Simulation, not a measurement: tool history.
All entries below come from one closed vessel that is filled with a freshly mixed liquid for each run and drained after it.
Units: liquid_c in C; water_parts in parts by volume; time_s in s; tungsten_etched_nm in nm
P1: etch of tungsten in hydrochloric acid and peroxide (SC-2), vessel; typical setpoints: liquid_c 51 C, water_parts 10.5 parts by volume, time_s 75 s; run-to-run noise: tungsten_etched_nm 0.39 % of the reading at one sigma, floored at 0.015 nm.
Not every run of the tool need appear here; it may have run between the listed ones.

run,hour,liquid_c,water_parts,time_s,hours since the thermometer was replaced,hours since the chemicals flow meter was replaced,hours since the drum of peroxide was connected,tungsten_etched_nm
1,8,51,10.5,75,957.8,1301.7,520.8,8.5707
2,15.8,51,10.5,75,965.6,1309.5,528.6,8.4771
3,28.5,51,5.5,30,978.3,1322.2,541.3,5.7047
4,43.9,51,10.5,75,993.7,1337.6,556.7,8.5951
5,52.9,51,16.5,75,1002.7,1346.6,565.7,5.7841
6,65.6,51,10.5,75,1015.4,1359.3,578.4,8.5711
7,75.9,35,10.5,75,1025.7,1369.6,588.7,2.8057
8,90,51,10.5,75,1039.8,1383.7,602.8,8.5089
# hour 100.8: chemicals flow meter replaced
9,105.8,51,10.5,145,1055.6,5,618.6,16.626
10,114.6,62,10.5,105,1064.4,13.8,627.4,24.399
# hour 118.3: thermometer replaced
11,127.2,51,4,75,9,26.4,640,17.879
12,141.9,51,10.5,75,23.7,41.1,654.7,8.5428
13,152.3,66.5,10.5,75,34.1,51.5,665.1,22.717
14,169.3,51,10.5,35,51.1,68.5,682.1,4.002
15,178.2,51,6.5,30,60,77.4,691,5.0241
16,191.2,51,10.5,75,73,90.4,704,8.5424

Run 17 is up next; what results do you expect?
17,202,51,10.5,75,83.8,101.2,714.8,?

tungsten_etched_nm: 8.7704 nm
